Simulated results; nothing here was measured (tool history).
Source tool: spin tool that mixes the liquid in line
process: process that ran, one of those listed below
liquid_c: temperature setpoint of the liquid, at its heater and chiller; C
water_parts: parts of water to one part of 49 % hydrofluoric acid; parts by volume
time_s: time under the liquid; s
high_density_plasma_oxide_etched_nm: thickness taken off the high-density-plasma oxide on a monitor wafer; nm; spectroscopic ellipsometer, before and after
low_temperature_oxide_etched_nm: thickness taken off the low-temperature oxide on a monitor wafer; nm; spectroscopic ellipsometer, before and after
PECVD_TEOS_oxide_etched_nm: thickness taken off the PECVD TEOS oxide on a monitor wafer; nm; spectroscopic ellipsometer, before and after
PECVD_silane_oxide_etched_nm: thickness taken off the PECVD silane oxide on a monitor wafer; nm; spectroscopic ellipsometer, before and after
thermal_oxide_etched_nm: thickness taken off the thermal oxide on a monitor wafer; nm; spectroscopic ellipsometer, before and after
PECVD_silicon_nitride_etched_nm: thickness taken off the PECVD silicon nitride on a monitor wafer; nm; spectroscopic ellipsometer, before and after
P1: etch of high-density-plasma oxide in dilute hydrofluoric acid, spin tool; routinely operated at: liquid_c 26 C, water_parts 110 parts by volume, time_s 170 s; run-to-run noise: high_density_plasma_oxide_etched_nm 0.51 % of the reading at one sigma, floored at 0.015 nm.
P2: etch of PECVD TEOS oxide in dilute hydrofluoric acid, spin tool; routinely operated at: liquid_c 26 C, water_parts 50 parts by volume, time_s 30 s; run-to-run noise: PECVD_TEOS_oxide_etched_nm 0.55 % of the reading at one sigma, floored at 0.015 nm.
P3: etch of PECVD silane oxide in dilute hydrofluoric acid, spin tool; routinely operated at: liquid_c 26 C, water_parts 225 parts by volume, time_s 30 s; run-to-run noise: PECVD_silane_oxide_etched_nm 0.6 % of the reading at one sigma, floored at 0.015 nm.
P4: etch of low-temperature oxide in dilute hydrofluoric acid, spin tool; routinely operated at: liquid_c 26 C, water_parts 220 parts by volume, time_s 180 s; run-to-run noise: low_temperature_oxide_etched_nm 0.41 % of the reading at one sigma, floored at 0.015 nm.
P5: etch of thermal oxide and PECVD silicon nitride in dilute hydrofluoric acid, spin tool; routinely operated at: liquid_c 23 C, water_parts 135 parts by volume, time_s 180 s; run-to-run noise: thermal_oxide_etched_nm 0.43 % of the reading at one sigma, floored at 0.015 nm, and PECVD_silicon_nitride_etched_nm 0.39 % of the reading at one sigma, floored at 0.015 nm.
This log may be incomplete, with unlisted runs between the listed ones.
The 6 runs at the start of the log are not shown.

| run | hour | process | liquid_c | water_parts | time_s | hours since the thermometer was replaced | hours since the hydrofluoric acid flow meter was replaced | high_density_plasma_oxide_etched_nm | low_temperature_oxide_etched_nm | PECVD_TEOS_oxide_etched_nm | PECVD_silane_oxide_etched_nm | thermal_oxide_etched_nm | PECVD_silicon_nitride_etched_nm |
|---|---|---|---|---|---|---|---|---|---|---|---|---|---|
| 7 | 80.3 | P1 | 26 | 150 | 55 | 660.4 | 349.4 | 1.88340 |  |  |  |  |  |
| 8 | 89.4 | P3 | 26 | 125 | 30 | 669.5 | 358.5 |  |  |  | 9.2685 |  |  |
| 9 | 95.9 | P3 | 26 | 225 | 30 | 676.0 | 365.0 |  |  |  | 4.5484 |  |  |
| 10 | 105.0 | P5 | 23 | 135 | 80 | 685.1 | 374.1 |  |  |  |  | 2.5814 | 2.3701 |
| 11 | 118.9 | P1 | 26 | 110 | 170 | 699.0 | 388.0 | 8.29450 |  |  |  |  |  |
| 12 | 130.7 | P3 | 26 | 225 | 15 | 710.8 | 399.8 |  |  |  | 2.2741 |  |  |
| 13 | 142.7 | P5 | 23 | 135 | 180 | 722.8 | 411.8 |  |  |  |  | 5.8082 | 5.3189 |
| 14 | 153.6 | P5 | 23 | 135 | 180 | 733.7 | 422.7 |  |  |  |  | 5.7608 | 5.3364 |
| 15 | 161.9 | P5 | 17 | 135 | 180 | 742.0 | 431.0 |  |  |  |  | 4.5814 | 3.5610 |
| 16 | 169.6 | P2 | 26 | 50 | 30 | 749.7 | 438.7 |  |  | 20.0460 |  |  |  |
| 17 | 177.3 | P1 | 26 | 110 | 170 | 757.4 | 446.4 | 8.33090 |  |  |  |  |  |
| 18 | 183.7 | P1 | 26 | 110 | 15 | 763.8 | 452.8 | 0.71495 |  |  |  |  |  |
| 19 | 197.3 | P1 | 26 | 110 | 335 | 777.4 | 466.4 | 16.37300 |  |  |  |  |  |
| 20 | 204.9 | P1 | 26 | 45 | 170 | 785.0 | 474.0 | 22.22700 |  |  |  |  |  |
| 21 | 212.6 | P4 | 30 | 220 | 180 | 792.7 | 481.7 |  | 9.3111 |  |  |  |  |
| 22 | 222.3 | P1 | 26 | 170 | 170 | 802.4 | 491.4 | 5.04370 |  |  |  |  |  |
| 23 | 236.9 | P1 | 26 | 110 | 170 | 817.0 | 506.0 | 8.31840 |  |  |  |  |  |

Run 24 has not been measured yet. What should we expect?
| 24 | 246.7 | P2 | 26 | 50 | 15 | 826.8 | 515.8 |  |  | ? |  |  |  |

Run 24 came out at PECVD_TEOS_oxide_etched_nm 9.9555 nm.
